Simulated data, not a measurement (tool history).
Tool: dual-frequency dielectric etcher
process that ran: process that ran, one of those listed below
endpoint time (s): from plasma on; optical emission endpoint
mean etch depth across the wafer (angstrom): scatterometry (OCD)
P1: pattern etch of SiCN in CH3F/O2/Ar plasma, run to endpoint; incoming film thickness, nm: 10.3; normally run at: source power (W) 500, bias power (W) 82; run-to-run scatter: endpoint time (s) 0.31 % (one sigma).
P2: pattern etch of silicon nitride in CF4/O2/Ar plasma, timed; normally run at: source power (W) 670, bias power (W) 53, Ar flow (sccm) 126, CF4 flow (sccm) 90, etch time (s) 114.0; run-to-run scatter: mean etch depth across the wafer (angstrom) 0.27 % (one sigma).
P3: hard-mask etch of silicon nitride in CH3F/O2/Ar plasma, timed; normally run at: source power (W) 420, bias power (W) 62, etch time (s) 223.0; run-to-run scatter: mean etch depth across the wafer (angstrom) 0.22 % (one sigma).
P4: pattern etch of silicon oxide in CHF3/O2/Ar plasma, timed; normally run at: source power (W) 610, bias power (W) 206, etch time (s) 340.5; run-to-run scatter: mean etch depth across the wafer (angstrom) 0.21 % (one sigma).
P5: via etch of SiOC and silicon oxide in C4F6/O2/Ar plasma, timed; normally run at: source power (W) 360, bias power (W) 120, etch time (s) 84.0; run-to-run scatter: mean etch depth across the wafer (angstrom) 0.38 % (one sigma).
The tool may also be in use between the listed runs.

run   hour  process that ran  source power (W)  bias power (W)  Ar flow (sccm)  CF4 flow (sccm)  etch time (s)  hours since the last wet clean  hours since the last source power generator calibration  hours since the last bias power generator calibration  endpoint time (s)  mean etch depth across the wafer (angstrom)
  1    4.1                P1               500              82                                                                           273.0                                                    661.0                                                 2391.2             24.645
  2   10.0                P2               670              53             126              119          114.0                           278.9                                                    666.9                                                 2397.1                                                         2828.60
  3   15.0                P2               670              53              92               90          114.0                           283.9                                                    671.9                                                 2402.1                                                         2857.90
  4   20.8                P3               420              62                                           329.5                           289.7                                                    677.7                                                 2407.9                                                         2253.40
  5   26.9                P1               410              82                                                                           295.8                                                    683.8                                                 2414.0             26.654
  6   34.5                P1               500              82                                                                           303.4                                                    691.4                                                 2421.6             24.663
  7   42.0                P1               600              82                                                                           310.9                                                    698.9                                                 2429.1             23.219
  8   48.8                P1               500              56                                                                           317.7                                                    705.7                                                 2435.9             28.271
  9   54.0                P1               500              82                                                                           322.9                                                    710.9                                                 2441.1             24.801
 10   61.1                P2               670              53             126               90           79.0                           330.0                                                    718.0                                                 2448.2                                                         1903.00
      62.4  -- source power generator calibrated
 11   65.3                P1               500              82                                                                           334.2                                                      3.0                                                 2452.4             24.943
 12   71.5                P5               360             120                                            60.0                           340.4                                                      9.2                                                 2458.6                                                          587.11
 13   79.1                P3               540              62                                           223.0                           348.0                                                     16.8                                                 2466.2                                                         1676.70
 14   82.7                P1               500              82                                                                           351.6                                                     20.4                                                 2469.8             24.813
 15   88.7                P2               670              36             126               90          114.0                           357.6                                                     26.4                                                 2475.8                                                         2370.00
 16   94.0                P4               610             206                                           203.5                           362.9                                                     31.7                                                 2481.1                                                         4167.40
 17   98.1                P1               500              82                                                                           367.0                                                     35.8                                                 2485.2             24.783
 18  103.4                P4               850             206                                           340.5                           372.3                                                     41.1                                                 2490.5                                                         7910.20
 19  107.9                P1               600              60                                                                           376.8                                                     45.6                                                 2495.0             25.806
 20  114.3                P5               360             120                                            84.0                           383.2                                                     52.0                                                 2501.4                                                          823.31
 21  120.4                P4               610             206                                           340.5                           389.3                                                     58.1                                                 2507.5                                                         6966.60
 22  123.9                P2               670              53             126               90          114.0                           392.8                                                     61.6                                                 2511.0                                                         2751.70
 23  129.7                P1               500             101                                                                           398.6                                                     67.4                                                 2516.8             23.026
 24  134.5                P3               420              62                                           223.0                           403.4                                                     72.2                                                 2521.6                                                         1528.50
 25  138.8                P3               420              62                                           223.0                           407.7                                                     76.5                                                 2525.9                                                         1528.00
 26  146.0                P4               610             206                                           340.5                           414.9                                                     83.7                                                 2533.1                                                         6993.90
 27  150.7                P1               500              82                                                                           419.6                                                     88.4                                                 2537.8             24.621
 28  156.7                P5               240             120                                            84.0                           425.6                                                     94.4                                                 2543.8                                                          698.87
 29  161.2                P4               610             168                                           340.5                           430.1                                                     98.9                                                 2548.3                                                         6533.80
 30  165.0                P3               420              45                                           223.0                           433.9                                                    102.7                                                 2552.1                                                         1379.80
 31  169.5                P2               400              53             126               90          114.0                           438.4                                                    107.2                                                 2556.6                                                         1762.70
 32  173.2                P5               360              74                                            84.0                           442.1                                                    110.9                                                 2560.3                                                          716.25
 33  177.7                P1               500              82                                                                           446.6                                                    115.4                                                 2564.8             24.699
 34  184.7                P1               500              82                                                                           453.6                                                    122.4                                                 2571.8             24.679
 35  192.0                P1               500              82                                                                           460.9                                                    129.7                                                 2579.1             24.533
 36  196.6                P1               500              82                                                                           465.5                                                    134.3                                                 2583.7             24.496
 37  202.4                P1               500              82                                                                           471.3                                                    140.1                                                 2589.5             24.381
 38  209.5                P1               500              82                                                                           478.4                                                    147.2                                                 2596.6             24.453
 39  216.3                P1               500              82                                                                           485.2                                                    154.0                                                 2603.4             24.404
 40  221.2                P1               500              82                                                                           490.1                                                    158.9                                                 2608.3             24.430
     222.7  -- wet clean of the chamber
 41  226.6                P1               500              82                                                                             3.9                                                    164.3                                                 2613.7             24.378
 42  233.7                P1               500              82                                                                            11.0                                                    171.4                                                 2620.8             24.326
 43  241.4                P1               500              82                                                                            18.7                                                    179.1                                                 2628.5             24.421

What P1 gives has crept away from where it was. These 2 causes fit the log equally well, each at the size given:
A: bias power that arrives over what is set, % = 4.81
B: source power that arrives over what is set, % = 4.6
The creep began at about hour 177.7.
Why every other cause is out:
chamber walls in a state that raises the etch rate, %: serviced at hour 222.7, which brought nothing back

4 check runs are offered, one wafer each, their results left as question marks. Which one tells the causes apart?
check 1  249.1                P4               830             206                                           208.5                                                                                                                                                                                                               ?
check 2  249.1                P3               420              52                                           327.0                                                                                                                                                                                                               ?
check 3  249.1                P5               360              77                                            84.0                                                                                                                                                                                                               ?
check 4  249.1                P2               460              53             126               90          114.0                                                                                                                                                                                                               ?

What each check would give under each cause:
  check                                       result     if A     if B
check 1  mean etch depth across the wafer (angstrom)  4892.20  4898.40
check 2  mean etch depth across the wafer (angstrom)  2148.80  2154.30
check 3  mean etch depth across the wafer (angstrom)   736.23   740.62
check 4  mean etch depth across the wafer (angstrom)  2019.00  2060.00
How far apart the two closest causes lie, in the result that separates them most: check 1 0.13 %; check 2 0.26 %; check 3 0.59 %; check 4 2.01 %
Check 4 tells the causes apart: in the others they would give nearly the same result.

Check 4 was then run and gave: mean etch depth across the wafer (angstrom) 2018.50. Which cause is it?

It is A: bias power that arrives over what is set, %.
